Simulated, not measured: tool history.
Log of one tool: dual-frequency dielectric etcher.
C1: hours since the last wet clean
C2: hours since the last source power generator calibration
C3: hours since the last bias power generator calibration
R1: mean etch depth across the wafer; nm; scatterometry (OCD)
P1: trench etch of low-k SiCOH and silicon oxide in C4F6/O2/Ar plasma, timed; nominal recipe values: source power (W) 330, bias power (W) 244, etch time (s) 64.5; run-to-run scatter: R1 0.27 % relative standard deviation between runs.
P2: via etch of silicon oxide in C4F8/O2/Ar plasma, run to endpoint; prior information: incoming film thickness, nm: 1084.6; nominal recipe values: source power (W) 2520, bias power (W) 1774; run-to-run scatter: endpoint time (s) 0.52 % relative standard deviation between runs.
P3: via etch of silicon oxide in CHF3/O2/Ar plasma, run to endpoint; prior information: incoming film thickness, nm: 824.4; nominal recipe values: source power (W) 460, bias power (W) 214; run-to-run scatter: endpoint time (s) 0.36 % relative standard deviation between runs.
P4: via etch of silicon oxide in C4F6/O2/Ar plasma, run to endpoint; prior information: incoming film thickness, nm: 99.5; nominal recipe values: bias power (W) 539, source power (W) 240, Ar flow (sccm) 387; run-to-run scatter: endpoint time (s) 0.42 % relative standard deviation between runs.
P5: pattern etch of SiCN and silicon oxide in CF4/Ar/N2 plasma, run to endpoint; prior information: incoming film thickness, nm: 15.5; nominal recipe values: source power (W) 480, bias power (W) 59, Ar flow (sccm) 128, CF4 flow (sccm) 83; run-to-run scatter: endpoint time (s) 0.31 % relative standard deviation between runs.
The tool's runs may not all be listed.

run 1 hour=10.8 | process_that_ran=P1 source_power_(W)=330 bias_power_(W)=244 etch_time_(s)=64.5 | C1=239.8 C2=2423.9 C3=1833.5 | R1=208.53
run 2 hour=22.3 | process_that_ran=P1 source_power_(W)=330 bias_power_(W)=244 etch_time_(s)=64.5 | C1=251.3 C2=2435.4 C3=1845.0 | R1=208.16
run 3 hour=31.6 | process_that_ran=P1 source_power_(W)=330 bias_power_(W)=299 etch_time_(s)=64.5 | C1=260.6 C2=2444.7 C3=1854.3 | R1=224.73
run 4 hour=38.3 | process_that_ran=P4 source_power_(W)=240 bias_power_(W)=539 Ar_flow_(sccm)=282 | C1=267.3 C2=2451.4 C3=1861.0 | endpoint_time_(s)=24.954
run 5 hour=46.6 | process_that_ran=P5 source_power_(W)=480 bias_power_(W)=59 Ar_flow_(sccm)=128 CF4_flow_(sccm)=83 | C1=275.6 C2=2459.7 C3=1869.3 | endpoint_time_(s)=18.695
-- hour=54.4 wet clean of the chamber
run 6 hour=60.9 | process_that_ran=P3 source_power_(W)=460 bias_power_(W)=214 | C1=6.6 C2=2474.0 C3=1883.6 | endpoint_time_(s)=440.700
run 7 hour=72.9 | process_that_ran=P1 source_power_(W)=450 bias_power_(W)=162 etch_time_(s)=64.5 | C1=18.6 C2=2486.0 C3=1895.6 | R1=206.83
run 8 hour=82.6 | process_that_ran=P1 source_power_(W)=240 bias_power_(W)=244 etch_time_(s)=41.5 | C1=28.3 C2=2495.7 C3=1905.3 | R1=119.00
run 9 hour=94.8 | process_that_ran=P3 source_power_(W)=280 bias_power_(W)=214 | C1=40.5 C2=2507.9 C3=1917.5 | endpoint_time_(s)=536.690
run 10 hour=103.0 | process_that_ran=P2 source_power_(W)=2520 bias_power_(W)=1774 | C1=48.7 C2=2516.1 C3=1925.7 | endpoint_time_(s)=196.870
run 11 hour=114.0 | process_that_ran=P3 source_power_(W)=460 bias_power_(W)=163 | C1=59.7 C2=2527.1 C3=1936.7 | endpoint_time_(s)=486.650
run 12 hour=125.9 | process_that_ran=P1 source_power_(W)=330 bias_power_(W)=244 etch_time_(s)=42.0 | C1=71.6 C2=2539.0 C3=1948.6 | R1=135.94
run 13 hour=138.6 | process_that_ran=P1 source_power_(W)=220 bias_power_(W)=244 etch_time_(s)=64.5 | C1=84.3 C2=2551.7 C3=1961.3 | R1=178.43
run 14 hour=150.0 | process_that_ran=P1 source_power_(W)=330 bias_power_(W)=244 etch_time_(s)=64.5 | C1=95.7 C2=2563.1 C3=1972.7 | R1=208.72
run 15 hour=161.1 | process_that_ran=P5 source_power_(W)=360 bias_power_(W)=59 Ar_flow_(sccm)=128 CF4_flow_(sccm)=83 | C1=106.8 C2=2574.2 C3=1983.8 | endpoint_time_(s)=24.232
run 16 hour=174.8 | process_that_ran=P5 source_power_(W)=480 bias_power_(W)=59 Ar_flow_(sccm)=94 CF4_flow_(sccm)=83 | C1=120.5 C2=2587.9 C3=1997.5 | endpoint_time_(s)=17.991
run 17 hour=189.2 | process_that_ran=P2 source_power_(W)=2520 bias_power_(W)=1100 | C1=134.9 C2=2602.3 C3=2011.9 | endpoint_time_(s)=220.220
run 18 hour=202.2 | process_that_ran=P5 source_power_(W)=480 bias_power_(W)=35 Ar_flow_(sccm)=128 CF4_flow_(sccm)=83 | C1=147.9 C2=2615.3 C3=2024.9 | endpoint_time_(s)=21.923
run 19 hour=214.0 | process_that_ran=P5 source_power_(W)=480 bias_power_(W)=59 Ar_flow_(sccm)=128 CF4_flow_(sccm)=59 | C1=159.7 C2=2627.1 C3=2036.7 | endpoint_time_(s)=19.968
run 20 hour=221.8 | process_that_ran=P1 source_power_(W)=330 bias_power_(W)=244 etch_time_(s)=64.5 | C1=167.5 C2=2634.9 C3=2044.5 | R1=209.39
run 21 hour=234.4 | process_that_ran=P4 source_power_(W)=240 bias_power_(W)=659 Ar_flow_(sccm)=387 | C1=180.1 C2=2647.5 C3=2057.1 | endpoint_time_(s)=23.747
run 22 hour=246.0 | process_that_ran=P1 source_power_(W)=330 bias_power_(W)=244 etch_time_(s)=64.5 | C1=191.7 C2=2659.1 C3=2068.7 | R1=208.27
run 23 hour=253.3 | process_that_ran=P4 source_power_(W)=150 bias_power_(W)=539 Ar_flow_(sccm)=387 | C1=199.0 C2=2666.4 C3=2076.0 | endpoint_time_(s)=30.894
run 24 hour=264.6 | process_that_ran=P3 source_power_(W)=460 bias_power_(W)=214 | C1=210.3 C2=2677.7 C3=2087.3 | endpoint_time_(s)=441.920
run 25 hour=279.2 | process_that_ran=P2 source_power_(W)=1710 bias_power_(W)=1774 | C1=224.9 C2=2692.3 C3=2101.9 | endpoint_time_(s)=229.170
run 26 hour=286.4 | process_that_ran=P1 source_power_(W)=330 bias_power_(W)=173 etch_time_(s)=64.5 | C1=232.1 C2=2699.5 C3=2109.1 | R1=186.31
run 27 hour=295.7 | process_that_ran=P1 source_power_(W)=390 bias_power_(W)=244 etch_time_(s)=64.5 | C1=241.4 C2=2708.8 C3=2118.4 | R1=222.10
run 28 hour=310.0 | process_that_ran=P1 source_power_(W)=330 bias_power_(W)=244 etch_time_(s)=82.5 | C1=255.7 C2=2723.1 C3=2132.7 | R1=267.58
run 29 hour=321.0 | process_that_ran=P4 source_power_(W)=240 bias_power_(W)=539 Ar_flow_(sccm)=387 | C1=266.7 C2=2734.1 C3=2143.7 | endpoint_time_(s)=25.736
run 30 hour=330.2 | process_that_ran=P1 source_power_(W)=330 bias_power_(W)=244 etch_time_(s)=64.5 | C1=275.9 C2=2743.3 C3=2152.9 | R1=209.29
run 31 hour=336.6 | process_that_ran=P1 source_power_(W)=330 bias_power_(W)=244 etch_time_(s)=64.5 | C1=282.3 C2=2749.7 C3=2159.3 | R1=207.56
run 32 hour=350.9 | process_that_ran=P1 source_power_(W)=330 bias_power_(W)=244 etch_time_(s)=64.5 | C1=296.6 C2=2764.0 C3=2173.6 | R1=206.92
run 33 hour=363.5 | process_that_ran=P1 source_power_(W)=330 bias_power_(W)=244 etch_time_(s)=64.5 | C1=309.2 C2=2776.6 C3=2186.2 | R1=207.09
-- hour=366.6 wet clean of the chamber
run 34 hour=372.1 | process_that_ran=P1 source_power_(W)=330 bias_power_(W)=244 etch_time_(s)=64.5 | C1=5.6 C2=2785.2 C3=2194.8 | R1=206.68
run 35 hour=380.7 | process_that_ran=P1 source_power_(W)=330 bias_power_(W)=244 etch_time_(s)=64.5 | C1=14.2 C2=2793.8 C3=2203.4 | R1=205.61
run 36 hour=393.7 | process_that_ran=P1 source_power_(W)=330 bias_power_(W)=244 etch_time_(s)=64.5 | C1=27.2 C2=2806.8 C3=2216.4 | R1=206.83
run 37 hour=404.6 | process_that_ran=P1 source_power_(W)=330 bias_power_(W)=244 etch_time_(s)=64.5 | C1=38.1 C2=2817.7 C3=2227.3 | R1=206.90
run 38 hour=415.8 | process_that_ran=P1 source_power_(W)=330 bias_power_(W)=244 etch_time_(s)=64.5 | C1=49.3 C2=2828.9 C3=2238.5 | R1=207.04

P1 has crept away from where it was. The log is fitted equally well by each of these 2 causes, at the sizes shown:
A: source power that arrives under what is set, % = 3.54
B: bias power that arrives under what is set, % = 3.97
Creep in the process output first set in at about hour 330.2.
Excluded causes, each with its reason:
chamber walls in a state that lowers the etch rate, %: serviced at hour 366.6, after the drift had started, without restoring the earlier output

Which of the 4 check runs listed below, each an average over 2 wafers with its results shown as question marks, gives clearly different results under the different listed causes?
run check 1 hour=427.0 | process_that_ran=P3 source_power_(W)=360 bias_power_(W)=168 | endpoint_time_(s)=?
run check 2 hour=427.0 | process_that_ran=P2 source_power_(W)=1740 bias_power_(W)=1134 | endpoint_time_(s)=?
run check 3 hour=427.0 | process_that_ran=P5 source_power_(W)=480 bias_power_(W)=48 Ar_flow_(sccm)=98 CF4_flow_(sccm)=83 | endpoint_time_(s)=?
run check 4 hour=427.0 | process_that_ran=P4 source_power_(W)=240 bias_power_(W)=622 Ar_flow_(sccm)=387 | endpoint_time_(s)=?

How each check would come out, cause by cause:
check=check_1 result=endpoint_time_(s) if_A=536.100 if_B=536.190
check=check_2 result=endpoint_time_(s) if_A=261.280 if_B=260.060
check=check_3 result=endpoint_time_(s) if_A=19.814 if_B=19.413
check=check_4 result=endpoint_time_(s) if_A=24.849 if_B=24.920
Per-check spread between the two closest causes, in the result where they differ most: check 1 0.02 %; check 2 0.47 %; check 3 2.04 %; check 4 0.28 %
Check 3 tells the causes apart: in the others they would give nearly the same result.

Running check 3 produced the following: endpoint time (s) 19.865. Which one of the listed causes fits?

Of the candidate causes, it is A: source power that arrives under what is set, %.
